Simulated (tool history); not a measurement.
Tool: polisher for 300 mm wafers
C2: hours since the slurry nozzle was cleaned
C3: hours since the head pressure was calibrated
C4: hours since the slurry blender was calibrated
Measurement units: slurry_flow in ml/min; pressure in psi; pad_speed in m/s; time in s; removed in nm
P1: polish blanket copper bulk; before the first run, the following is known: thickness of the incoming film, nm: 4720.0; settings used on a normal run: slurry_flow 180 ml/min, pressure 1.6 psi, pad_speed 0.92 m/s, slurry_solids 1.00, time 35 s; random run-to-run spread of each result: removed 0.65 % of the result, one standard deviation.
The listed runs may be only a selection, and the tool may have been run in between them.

{"run": 1, "day": 0.125, "slurry_flow": 180, "pressure": 1.6, "pad_speed": 0.92, "slurry_solids": 1.0, "time": 35, "wafers polished on this pad": 211, "C2": 480.6, "C3": 116.2, "C4": 283.6, "removed": 157.42}
{"run": 2, "day": 0.317, "slurry_flow": 180, "pressure": 1.6, "pad_speed": 0.42, "slurry_solids": 1.0, "time": 35, "wafers polished on this pad": 285, "C2": 485.2, "C3": 120.8, "C4": 288.2, "removed": 71.296}
{"run": 3, "day": 0.429, "slurry_flow": 180, "pressure": 1.6, "pad_speed": 0.92, "slurry_solids": 1.0, "time": 35, "wafers polished on this pad": 328, "C2": 487.9, "C3": 123.5, "C4": 290.9, "removed": 156.25}
{"run": 4, "day": 0.583, "slurry_flow": 180, "pressure": 1.6, "pad_speed": 0.92, "slurry_solids": 1.0, "time": 16, "wafers polished on this pad": 387, "C2": 491.6, "C3": 127.2, "C4": 294.6, "removed": 71.448}
{"run": 5, "day": 0.804, "slurry_flow": 285, "pressure": 1.6, "pad_speed": 0.92, "slurry_solids": 1.0, "time": 35, "wafers polished on this pad": 472, "C2": 496.9, "C3": 132.5, "C4": 299.9, "removed": 164.86}
{"run": 6, "day": 0.983, "slurry_flow": 110, "pressure": 1.6, "pad_speed": 1.14, "slurry_solids": 1.0, "time": 35, "wafers polished on this pad": 541, "C2": 501.2, "C3": 136.8, "C4": 304.2, "removed": 178.08}
{"run": 7, "day": 1.112, "slurry_flow": 180, "pressure": 1.6, "pad_speed": 1.18, "slurry_solids": 1.0, "time": 35, "wafers polished on this pad": 591, "C2": 504.3, "C3": 139.9, "C4": 307.3, "removed": 199.28}
{"run": 8, "day": 1.358, "slurry_flow": 180, "pressure": 1.0, "pad_speed": 0.92, "slurry_solids": 1.0, "time": 25, "wafers polished on this pad": 685, "C2": 510.2, "C3": 145.8, "C4": 313.2, "removed": 69.955}
{"run": 9, "day": 1.6, "slurry_flow": 180, "pressure": 1.6, "pad_speed": 0.92, "slurry_solids": 1.0, "time": 35, "wafers polished on this pad": 778, "C2": 516.0, "C3": 151.6, "C4": 319.0, "removed": 155.44}
{"run": 10, "day": 1.717, "slurry_flow": 180, "pressure": 1.6, "pad_speed": 0.92, "slurry_solids": 1.0, "time": 35, "wafers polished on this pad": 823, "C2": 518.8, "C3": 154.4, "C4": 321.8, "removed": 155.41}
{"run": 11, "day": 1.9, "slurry_flow": 180, "pressure": 1.6, "pad_speed": 0.92, "slurry_solids": 1.45, "time": 35, "wafers polished on this pad": 893, "C2": 523.2, "C3": 158.8, "C4": 326.2, "removed": 168.02}
{"run": 12, "day": 2.129, "slurry_flow": 180, "pressure": 0.7, "pad_speed": 0.92, "slurry_solids": 1.0, "time": 35, "wafers polished on this pad": 981, "C2": 528.7, "C3": 164.3, "C4": 331.7, "removed": 68.645}
{"run": 13, "day": 2.238, "slurry_flow": 180, "pressure": 1.6, "pad_speed": 1.28, "slurry_solids": 1.0, "time": 47, "wafers polished on this pad": 1023, "C2": 531.3, "C3": 166.9, "C4": 334.3, "removed": 291.59}
{"run": 14, "day": 2.45, "slurry_flow": 180, "pressure": 1.6, "pad_speed": 0.92, "slurry_solids": 0.65, "time": 35, "wafers polished on this pad": 1105, "C2": 536.4, "C3": 172.0, "C4": 339.4, "removed": 142.11}
{"run": 15, "day": 2.658, "slurry_flow": 180, "pressure": 1.6, "pad_speed": 0.92, "slurry_solids": 1.0, "time": 55, "wafers polished on this pad": 1185, "C2": 541.4, "C3": 177.0, "C4": 344.4, "removed": 246.36}
{"run": 16, "day": 2.821, "slurry_flow": 180, "pressure": 1.6, "pad_speed": 0.92, "slurry_solids": 1.0, "time": 35, "wafers polished on this pad": 1247, "C2": 545.3, "C3": 180.9, "C4": 348.3, "removed": 156.6}
{"run": 17, "day": 2.988, "slurry_flow": 180, "pressure": 2.4, "pad_speed": 0.92, "slurry_solids": 1.0, "time": 35, "wafers polished on this pad": 1311, "C2": 549.3, "C3": 184.9, "C4": 352.3, "removed": 236.31}
{"run": 18, "day": 3.221, "slurry_flow": 125, "pressure": 1.6, "pad_speed": 0.92, "slurry_solids": 1.0, "time": 35, "wafers polished on this pad": 1401, "C2": 554.9, "C3": 190.5, "C4": 357.9, "removed": 149.25}
{"run": 19, "day": 3.4, "slurry_flow": 180, "pressure": 1.6, "pad_speed": 0.92, "slurry_solids": 1.0, "time": 35, "wafers polished on this pad": 1470, "C2": 559.2, "C3": 194.8, "C4": 362.2, "removed": 156.25}
{"run": 20, "day": 3.55, "slurry_flow": 180, "pressure": 1.6, "pad_speed": 0.92, "slurry_solids": 1.0, "time": 35, "wafers polished on this pad": 1527, "C2": 562.8, "C3": 198.4, "C4": 365.8, "removed": 152.97}
{"run": 21, "day": 3.75, "slurry_flow": 180, "pressure": 1.6, "pad_speed": 0.92, "slurry_solids": 1.0, "time": 35, "wafers polished on this pad": 1604, "C2": 567.6, "C3": 203.2, "C4": 370.6, "removed": 149.77}
{"run": 22, "day": 3.921, "slurry_flow": 180, "pressure": 1.6, "pad_speed": 0.92, "slurry_solids": 1.0, "time": 35, "wafers polished on this pad": 1670, "C2": 571.7, "C3": 207.3, "C4": 374.7, "removed": 146.88}
{"run": 23, "day": 4.075, "slurry_flow": 180, "pressure": 1.6, "pad_speed": 0.92, "slurry_solids": 1.0, "time": 35, "wafers polished on this pad": 1729, "C2": 575.4, "C3": 211.0, "C4": 378.4, "removed": 144.44}

Run 24 has not been measured yet. What should we expect?
{"day": 4.233, "done": "head pressure recalibrated"}
{"run": 24, "day": 4.271, "slurry_flow": 180, "pressure": 1.6, "pad_speed": 0.92, "slurry_solids": 1.0, "time": 35, "wafers polished on this pad": 1804, "C2": 580.1, "C3": 1.0, "C4": 383.1, "removed": "?"}

Run 24 measured removed 146.490 nm.
